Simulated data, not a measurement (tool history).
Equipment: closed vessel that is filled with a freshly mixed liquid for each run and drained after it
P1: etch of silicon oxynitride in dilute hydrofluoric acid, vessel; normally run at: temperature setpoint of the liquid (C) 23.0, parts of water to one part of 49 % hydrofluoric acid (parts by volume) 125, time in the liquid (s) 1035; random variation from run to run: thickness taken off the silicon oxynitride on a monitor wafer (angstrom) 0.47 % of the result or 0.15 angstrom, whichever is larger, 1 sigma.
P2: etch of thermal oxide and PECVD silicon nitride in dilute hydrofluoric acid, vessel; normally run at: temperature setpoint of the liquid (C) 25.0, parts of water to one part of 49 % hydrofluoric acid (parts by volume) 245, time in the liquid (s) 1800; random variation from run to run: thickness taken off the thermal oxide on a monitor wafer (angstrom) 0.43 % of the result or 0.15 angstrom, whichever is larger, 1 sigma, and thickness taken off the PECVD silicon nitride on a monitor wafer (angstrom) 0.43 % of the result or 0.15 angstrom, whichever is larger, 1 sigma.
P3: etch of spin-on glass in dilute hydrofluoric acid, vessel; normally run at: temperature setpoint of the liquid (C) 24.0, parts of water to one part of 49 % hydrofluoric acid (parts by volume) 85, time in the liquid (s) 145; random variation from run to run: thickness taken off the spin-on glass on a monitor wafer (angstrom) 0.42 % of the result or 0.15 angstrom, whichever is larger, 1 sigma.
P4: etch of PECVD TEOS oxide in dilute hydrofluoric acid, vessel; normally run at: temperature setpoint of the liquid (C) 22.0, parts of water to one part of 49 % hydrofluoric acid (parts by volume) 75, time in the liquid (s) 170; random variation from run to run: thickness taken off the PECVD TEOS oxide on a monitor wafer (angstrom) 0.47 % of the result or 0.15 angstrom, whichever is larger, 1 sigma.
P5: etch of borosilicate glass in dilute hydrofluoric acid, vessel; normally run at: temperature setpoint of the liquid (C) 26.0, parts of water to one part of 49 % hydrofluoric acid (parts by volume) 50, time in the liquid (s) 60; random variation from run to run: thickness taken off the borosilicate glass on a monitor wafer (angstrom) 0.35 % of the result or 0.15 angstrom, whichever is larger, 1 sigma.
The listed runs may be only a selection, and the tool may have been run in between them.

run   hour  process that ran  temperature setpoint of the liquid (C)  parts of water to one part of 49 % hydrofluoric acid (parts by volume)  time in the liquid (s)  hours since the thermometer was replaced  hours since the hydrofluoric acid flow meter was replaced  thickness taken off the silicon oxynitride on a monitor wafer (angstrom)  thickness taken off the borosilicate glass on a monitor wafer (angstrom)  thickness taken off the spin-on glass on a monitor wafer (angstrom)  thickness taken off the PECVD TEOS oxide on a monitor wafer (angstrom)  thickness taken off the thermal oxide on a monitor wafer (angstrom)  thickness taken off the PECVD silicon nitride on a monitor wafer (angstrom)
  1   17.6                P1                                    23.0                                                                     125                    1035                                     829.8                                                      787.9                                                                   217.540
  2   32.1                P1                                    23.0                                                                     125                    2060                                     844.3                                                      802.4                                                                   432.120
  3   40.7                P5                                    26.0                                                                      50                      60                                     852.9                                                      811.0                                                                                                                                              307.76
  4   53.7                P1                                    29.5                                                                     125                    1035                                     865.9                                                      824.0                                                                   293.160
  5   68.0                P1                                    17.0                                                                      45                    1035                                     880.2                                                      838.3                                                                   473.170
  6   84.9                P5                                    26.0                                                                      50                     110                                     897.1                                                      855.2                                                                                                                                              569.39
  7  102.1                P3                                    17.0                                                                      85                     145                                     914.3                                                      872.4                                                                                                                                                                                                                  307.040
  8  111.0                P5                                    18.0                                                                      50                      60                                     923.2                                                      881.3                                                                                                                                              221.33
  9  123.7                P4                                    22.0                                                                      75                     325                                     935.9                                                      894.0                                                                                                                                                                                                                                                                                           510.97
 10  132.9                P4                                    22.0                                                                      75                     170                                     945.1                                                      903.2                                                                                                                                                                                                                                                                                           267.69
 11  142.8                P1                                    23.0                                                                      50                    1035                                     955.0                                                      913.1                                                                   573.570
 12  153.5                P1                                    23.0                                                                     125                    1035                                     965.7                                                      923.8                                                                   217.120
 13  164.2                P1                                    23.0                                                                     125                     585                                     976.4                                                      934.5                                                                   122.830
 14  180.1                P4                                    17.0                                                                      75                     170                                     992.3                                                      950.4                                                                                                                                                                                                                                                                                           217.94
 15  194.8                P2                                    25.0                                                                     245                      30                                    1007.0                                                      965.1                                                                                                                                                                                                                                                                                                                                                                5.2138                                                                       6.6482
 16  206.8                P1                                    23.0                                                                     125                    1035                                    1019.0                                                      977.1                                                                   218.310
 17  217.3                P3                                    24.0                                                                      40                     145                                    1029.5                                                      987.6                                                                                                                                                                                                                  923.300
 18  225.7                P2                                    25.0                                                                     430                    1800                                    1037.9                                                      996.0                                                                                                                                                                                                                                                                                                                                                              150.9300                                                                     233.3500
 19  233.7                P1                                    23.0                                                                     125                    1035                                    1045.9                                                     1004.0                                                                   217.890
 20  242.5                P1                                    23.0                                                                     205                    1035                                    1054.7                                                     1012.8                                                                   124.620
 21  256.1                P1                                    17.0                                                                     125                     500                                    1068.3                                                     1026.4                                                                    79.359
 22  271.8                P1                                    18.5                                                                     125                    1035                                    1084.0                                                     1042.1                                                                   176.360
 23  285.8                P1                                    23.0                                                                     125                    1035                                    1098.0                                                     1056.1                                                                   219.360
     292.7  -- thermometer replaced
 24  300.8                P2                                    18.0                                                                     245                    1800                                       8.1                                                     1071.1                                                                                                                                                                                                                                                                                                                                                              245.0900                                                                     259.6800
 25  311.9                P5                                    26.0                                                                      70                      60                                      19.2                                                     1082.2                                                                                                                                              215.25
 26  327.4                P1                                    23.0                                                                     125                    1035                                      34.7                                                     1097.7                                                                   220.070
 27  341.1                P3                                    24.0                                                                      85                     145                                      48.4                                                     1111.4                                                                                                                                                                                                                  411.470
 28  350.1                P4                                    22.0                                                                     110                     170                                      57.4                                                     1120.4                                                                                                                                                                                                                                                                                           174.58
 29  365.9                P1                                    17.5                                                                     125                    1580                                      73.2                                                     1136.2                                                                   256.080
 30  374.0                P2                                    25.0                                                                     245                    1800                                      81.3                                                     1144.3                                                                                                                                                                                                                                                                                                                                                              317.9000                                                                     408.0600
 31  385.1                P4                                    22.0                                                                      75                     170                                      92.4                                                     1155.4                                                                                                                                                                                                                                                                                           270.20
 32  395.5                P3                                    24.0                                                                      85                      30                                     102.8                                                     1165.8                                                                                                                                                                                                                   85.819
 33  407.4                P3                                    24.0                                                                      85                     145                                     114.7                                                     1177.7                                                                                                                                                                                                                  410.040
 34  416.0                P1                                    23.0                                                                     125                    1035                                     123.3                                                     1186.3                                                                   216.550
 35  424.6                P1                                    23.0                                                                     125                    1035                                     131.9                                                     1194.9                                                                   222.300
 36  441.2                P1                                    23.0                                                                     125                    1035                                     148.5                                                     1211.5                                                                   229.150
 37  451.2                P1                                    23.0                                                                     125                    1035                                     158.5                                                     1221.5                                                                   228.430
 38  464.8                P1                                    23.0                                                                     125                    1035                                     172.1                                                     1235.1                                                                   228.470
 39  480.4                P1                                    23.0                                                                     125                    1035                                     187.7                                                     1250.7                                                                   230.720
 40  488.6                P1                                    23.0                                                                     125                    1035                                     195.9                                                     1258.9                                                                   232.230
 41  497.3                P1                                    23.0                                                                     125                    1035                                     204.6                                                     1267.6                                                                   231.690
 42  513.8                P1                                    23.0                                                                     125                    1035                                     221.1                                                     1284.1                                                                   232.900

Compared with where it was, what P1 gives has crept away. Each cause listed below fits the log as well as the rest, at the size given for it:
A: liquid hotter than its thermometer reads (K) = 1.39
B: hydrofluoric acid flow above the setpoint (%) = 6.08
The creep began at about hour 416.0.

Each of the 4 check runs below uses one wafer; its results are left as question marks. Which run tells the causes apart?
check 1  530.3                P3                                    24.0                                                                      50                      75                                                                                                                                                                                                                                                                                                                             ?
check 2  530.3                P2                                    25.0                                                                     410                    1800                                                                                                                                                                                                                                                                                                                                                                                                                                                                          ?                                                                            ?
check 3  530.3                P4                                    17.0                                                                     105                     170                                                                                                                                                                                                                                                                                                                                                                                                     ?
check 4  530.3                P5                                    26.0                                                                      50                      95                                                                                                                                                                                                                                                        ?

Outcome of each check run for each possible cause:
  check                                                                       result      if A      if B
check 1          thickness taken off the spin-on glass on a monitor wafer (angstrom)   399.580   402.000
check 2          thickness taken off the thermal oxide on a monitor wafer (angstrom)  169.1100  175.3300
check 2  thickness taken off the PECVD silicon nitride on a monitor wafer (angstrom)  265.3000  259.6300
check 3       thickness taken off the PECVD TEOS oxide on a monitor wafer (angstrom)    159.50    160.65
check 4     thickness taken off the borosilicate glass on a monitor wafer (angstrom)    519.64    523.35
Minimum pairwise separation of causes per check, each pair taken at its best-separating result: check 1 0.6 %; check 2 3.61 %; check 3 0.72 %; check 4 0.71 %
Of the check runs offered, only check 2 discriminates between the causes; the rest would read about the same regardless of which cause applies.

Check 2 was carried out, with these results: thickness taken off the thermal oxide on a monitor wafer (angstrom) 174.8300; thickness taken off the PECVD silicon nitride on a monitor wafer (angstrom) 259.4300. Which of the listed causes is responsible?

The cause is B: hydrofluoric acid flow above the setpoint (%).

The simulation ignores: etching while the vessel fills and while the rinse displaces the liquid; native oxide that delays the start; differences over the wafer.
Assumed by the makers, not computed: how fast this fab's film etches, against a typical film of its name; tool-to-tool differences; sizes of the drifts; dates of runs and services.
